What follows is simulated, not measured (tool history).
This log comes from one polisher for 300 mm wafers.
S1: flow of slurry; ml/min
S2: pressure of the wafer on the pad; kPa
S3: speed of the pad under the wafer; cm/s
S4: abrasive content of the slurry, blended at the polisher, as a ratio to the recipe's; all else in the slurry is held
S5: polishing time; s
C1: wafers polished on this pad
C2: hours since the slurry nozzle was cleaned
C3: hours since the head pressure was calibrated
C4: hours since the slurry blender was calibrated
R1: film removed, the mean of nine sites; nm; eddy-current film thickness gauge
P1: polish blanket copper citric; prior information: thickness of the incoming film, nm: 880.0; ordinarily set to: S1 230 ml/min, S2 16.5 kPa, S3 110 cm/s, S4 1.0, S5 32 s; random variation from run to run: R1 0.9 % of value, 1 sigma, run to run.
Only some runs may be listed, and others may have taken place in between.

| run | hour | S1 | S2 | S3 | S4 | S5 | C1 | C2 | C3 | C4 | R1 |
|---|---|---|---|---|---|---|---|---|---|---|---|
| 1 | 8.6 | 230 | 16.5 | 110 | 1.0 | 32 | 322 | 55.9 | 609.1 | 106.6 | 54.307 |
| 2 | 14.8 | 230 | 16.5 | 172 | 1.0 | 32 | 405 | 62.1 | 615.3 | 112.8 | 84.014 |
| 3 | 22.8 | 230 | 16.5 | 110 | 1.0 | 20 | 513 | 70.1 | 623.3 | 120.8 | 33.794 |
| 4 | 28.9 | 230 | 16.5 | 110 | 1.0 | 32 | 595 | 76.2 | 629.4 | 126.9 | 53.991 |
| 5 | 34.2 | 230 | 16.5 | 110 | 1.0 | 42 | 666 | 81.5 | 634.7 | 132.2 | 70.865 |
|  | 34.3 | slurry nozzle cleaned |
| 6 | 44.4 | 340 | 16.5 | 110 | 1.0 | 32 | 804 | 10.2 | 644.9 | 142.4 | 56.051 |
| 7 | 51.5 | 230 | 16.5 | 58 | 1.0 | 32 | 899 | 17.3 | 652.0 | 149.5 | 29.521 |
| 8 | 58.0 | 230 | 16.5 | 110 | 1.0 | 32 | 987 | 23.8 | 658.5 | 156.0 | 53.933 |
| 9 | 64.1 | 230 | 16.5 | 110 | 1.0 | 32 | 1069 | 29.9 | 664.6 | 162.1 | 54.344 |
| 10 | 70.4 | 230 | 9.0 | 110 | 1.0 | 32 | 1154 | 36.2 | 670.9 | 168.4 | 30.236 |
| 11 | 76.3 | 140 | 16.5 | 110 | 1.0 | 32 | 1234 | 42.1 | 676.8 | 174.3 | 50.160 |
| 12 | 85.6 | 230 | 16.5 | 110 | 1.0 | 32 | 1359 | 51.4 | 686.1 | 183.6 | 53.967 |
|  | 90.3 | slurry blender recalibrated |
| 13 | 91.1 | 230 | 16.5 | 146 | 0.8 | 32 | 1433 | 56.9 | 691.6 | 0.9 | 68.145 |
| 14 | 97.0 | 230 | 16.5 | 110 | 0.5 | 32 | 1512 | 62.8 | 697.5 | 6.8 | 47.057 |
| 15 | 104.7 | 230 | 16.5 | 110 | 1.0 | 32 | 1616 | 70.5 | 705.2 | 14.5 | 54.271 |
| 16 | 110.5 | 140 | 16.5 | 110 | 1.0 | 16 | 1694 | 76.3 | 711.0 | 20.3 | 25.129 |
| 17 | 115.3 | 230 | 16.5 | 110 | 1.0 | 32 | 1759 | 81.1 | 715.8 | 25.1 | 54.101 |
| 18 | 124.1 | 230 | 16.5 | 110 | 1.3 | 32 | 1878 | 89.9 | 724.6 | 33.9 | 57.104 |
| 19 | 129.8 | 230 | 22.1 | 110 | 1.0 | 32 | 1954 | 95.6 | 730.3 | 39.6 | 72.176 |
| 20 | 136.7 | 230 | 16.5 | 110 | 1.0 | 32 | 2047 | 102.5 | 737.2 | 46.5 | 53.875 |
| 21 | 144.9 | 230 | 16.5 | 110 | 1.0 | 32 | 2158 | 110.7 | 745.4 | 54.7 | 52.892 |
| 22 | 152.3 | 230 | 16.5 | 110 | 1.0 | 32 | 2257 | 118.1 | 752.8 | 62.1 | 52.062 |
| 23 | 160.1 | 230 | 16.5 | 110 | 1.0 | 32 | 2363 | 125.9 | 760.6 | 69.9 | 51.634 |
|  | 164.1 | worn pad replaced by a new one |
| 24 | 170.1 | 230 | 16.5 | 110 | 1.0 | 32 | 81 | 135.9 | 770.6 | 79.9 | 51.062 |
|  | 175.7 | slurry blender recalibrated |
| 25 | 178.6 | 230 | 16.5 | 110 | 1.0 | 32 | 196 | 144.4 | 779.1 | 3.0 | 51.274 |
| 26 | 188.9 | 230 | 16.5 | 110 | 1.0 | 32 | 335 | 154.7 | 789.4 | 13.3 | 51.350 |

What will run 27 give?
| 27 | 199.1 | 230 | 16.5 | 110 | 1.0 | 32 | 472 | 164.9 | 799.6 | 23.5 | ? |

Run 27 produced R1 50.916 nm.
